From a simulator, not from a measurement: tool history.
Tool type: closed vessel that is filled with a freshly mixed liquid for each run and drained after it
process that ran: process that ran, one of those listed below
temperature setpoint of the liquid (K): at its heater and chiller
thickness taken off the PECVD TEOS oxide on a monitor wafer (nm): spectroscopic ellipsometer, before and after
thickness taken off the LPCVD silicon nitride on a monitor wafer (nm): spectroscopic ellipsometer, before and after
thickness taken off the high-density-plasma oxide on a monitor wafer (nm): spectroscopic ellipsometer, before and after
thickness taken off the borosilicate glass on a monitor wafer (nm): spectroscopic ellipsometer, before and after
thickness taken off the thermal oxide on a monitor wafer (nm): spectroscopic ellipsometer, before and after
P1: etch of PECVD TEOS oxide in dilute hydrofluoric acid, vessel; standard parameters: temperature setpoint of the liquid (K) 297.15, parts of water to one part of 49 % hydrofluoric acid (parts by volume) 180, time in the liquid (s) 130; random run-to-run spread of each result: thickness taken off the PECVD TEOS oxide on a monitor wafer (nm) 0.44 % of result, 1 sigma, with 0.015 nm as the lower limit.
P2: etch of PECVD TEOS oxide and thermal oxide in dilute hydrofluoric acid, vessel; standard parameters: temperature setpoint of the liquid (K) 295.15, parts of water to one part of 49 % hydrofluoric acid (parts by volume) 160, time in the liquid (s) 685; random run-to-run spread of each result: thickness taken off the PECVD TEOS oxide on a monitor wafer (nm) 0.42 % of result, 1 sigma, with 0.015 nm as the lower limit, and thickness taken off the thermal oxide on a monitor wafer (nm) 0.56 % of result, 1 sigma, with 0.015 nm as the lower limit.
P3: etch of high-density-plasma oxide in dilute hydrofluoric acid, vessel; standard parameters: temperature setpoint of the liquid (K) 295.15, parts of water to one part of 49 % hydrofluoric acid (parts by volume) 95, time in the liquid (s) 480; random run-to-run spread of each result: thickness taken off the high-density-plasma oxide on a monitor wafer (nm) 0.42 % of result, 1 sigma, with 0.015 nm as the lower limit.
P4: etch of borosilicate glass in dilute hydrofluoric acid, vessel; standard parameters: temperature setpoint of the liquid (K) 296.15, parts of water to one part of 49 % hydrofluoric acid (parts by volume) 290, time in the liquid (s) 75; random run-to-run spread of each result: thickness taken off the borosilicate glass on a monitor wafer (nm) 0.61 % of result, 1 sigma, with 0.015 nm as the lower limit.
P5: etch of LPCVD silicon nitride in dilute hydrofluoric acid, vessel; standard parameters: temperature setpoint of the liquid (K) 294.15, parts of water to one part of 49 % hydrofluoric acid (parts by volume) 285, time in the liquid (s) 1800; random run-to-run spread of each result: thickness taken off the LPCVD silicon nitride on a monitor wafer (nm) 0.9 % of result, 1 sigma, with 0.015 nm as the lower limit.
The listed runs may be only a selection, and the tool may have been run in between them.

run	hour	process that ran	temperature setpoint of the liquid (K)	parts of water to one part of 49 % hydrofluoric acid (parts by volume)	time in the liquid (s)	thickness taken off the PECVD TEOS oxide on a monitor wafer (nm)	thickness taken off the LPCVD silicon nitride on a monitor wafer (nm)	thickness taken off the high-density-plasma oxide on a monitor wafer (nm)	thickness taken off the borosilicate glass on a monitor wafer (nm)	thickness taken off the thermal oxide on a monitor wafer (nm)
1	7.9	P1	297.15	180	130	6.0298				
2	20.1	P1	297.15	180	130	6.01				
3	31.7	P1	303.65	180	130	7.5209				
4	42.4	P5	294.15	285	1800		2.7853			
5	51.4	P3	295.15	95	480			24.798		
6	63.1	P1	297.15	180	130	5.928				
7	77.4	P1	297.15	275	130	3.5133				
8	87.1	P1	297.15	180	130	5.9156				
9	102.1	P5	298.65	285	1800		3.6202			
# hour 108: thermometer replaced
10	113.1	P1	293.65	180	70	2.8192				
11	121.9	P5	294.15	285	245		0.36148			
12	134.6	P4	296.15	50	75				28.691	
13	149.6	P3	295.15	95	210			10.855		
14	161.4	P5	294.15	285	1800		2.7418			
15	172.8	P2	295.15	160	685	31.33				17.577
16	180.8	P3	295.15	165	480			13.167		
17	192.9	P1	297.15	115	130	10.024				
18	207.2	P5	294.15	450	1800		1.7603			
19	222.3	P1	290.65	180	130	4.6192				
20	234.7	P4	296.15	290	75				3.8256	
21	246.3	P3	295.15	95	480			24.72		
# hour 246.9: hydrofluoric acid flow meter replaced
22	255.1	P4	296.15	290	75				3.8127	
23	270.2	P4	296.15	290	30				1.5435	
24	282.5	P2	295.15	160	1210	54.939				31.194
25	293.9	P4	290.15	290	75				3.0703	
26	307	P1	297.15	180	240	11.005				
27	317.5	P1	297.15	180	130	5.9155				
28	331.2	P1	297.15	180	130	5.9354				
29	339	P2	303.15	160	685	42.008				23.772
30	347.7	P2	295.15	295	685	14.924				8.3876
31	359.3	P3	290.15	95	480			20.025		
32	367.1	P1	297.15	180	45	2.0637				
33	374.1	P1	297.15	180	130	5.9992				
34	387.4	P1	297.15	180	130	6.085				
35	395.8	P1	297.15	180	130	6.1927				
36	404.6	P1	297.15	180	130	6.2426				
37	413.4	P1	297.15	180	130	6.2336				
38	422.6	P1	297.15	180	130	6.3016				
39	434	P1	297.15	180	130	6.3423				
40	442	P1	297.15	180	130	6.3203				
41	448.7	P1	297.15	180	130	6.3521				
42	459.2	P1	297.15	180	130	6.3754				

The log shows P1 creeping away from where it was. Any of the 2 causes listed here, at the size stated for it, fits the log just as well as the others:
A: hydrofluoric acid flow above the setpoint (%) = 5.07
B: liquid hotter than its thermometer reads (K) = 1.6
The gradual shift began around hour 374.1.

Which of the 4 check runs listed below, each an average over 3 wafers with its results shown as question marks, gives clearly different results under the different listed causes?
check 1	469.7	P3	295.15	155	480			?		
check 2	469.7	P2	301.15	160	1115	?				?
check 3	469.7	P5	298.15	400	1800		?			
check 4	469.7	P4	296.15	135	75				?	

Outcome of each check run for each possible cause:
check	result	if A	if B
check 1	thickness taken off the high-density-plasma oxide on a monitor wafer (nm)	15.018	15.08
check 2	thickness taken off the PECVD TEOS oxide on a monitor wafer (nm)	67.781	67.695
check 2	thickness taken off the thermal oxide on a monitor wafer (nm)	38.131	38.083
check 3	thickness taken off the LPCVD silicon nitride on a monitor wafer (nm)	2.6437	2.7613
check 4	thickness taken off the borosilicate glass on a monitor wafer (nm)	10.192	10.244
Minimum pairwise separation of causes per check, each pair taken at its best-separating result: check 1 0.41 %; check 2 0.13 %; check 3 4.35 %; check 4 0.51 %
Of the check runs offered, only check 3 discriminates between the causes; the rest would read about the same regardless of which cause applies.

With check 3 done, the readings were: thickness taken off the LPCVD silicon nitride on a monitor wafer (nm) 2.6335. Identify which of the listed causes applies.

The cause is A: hydrofluoric acid flow above the setpoint (%).

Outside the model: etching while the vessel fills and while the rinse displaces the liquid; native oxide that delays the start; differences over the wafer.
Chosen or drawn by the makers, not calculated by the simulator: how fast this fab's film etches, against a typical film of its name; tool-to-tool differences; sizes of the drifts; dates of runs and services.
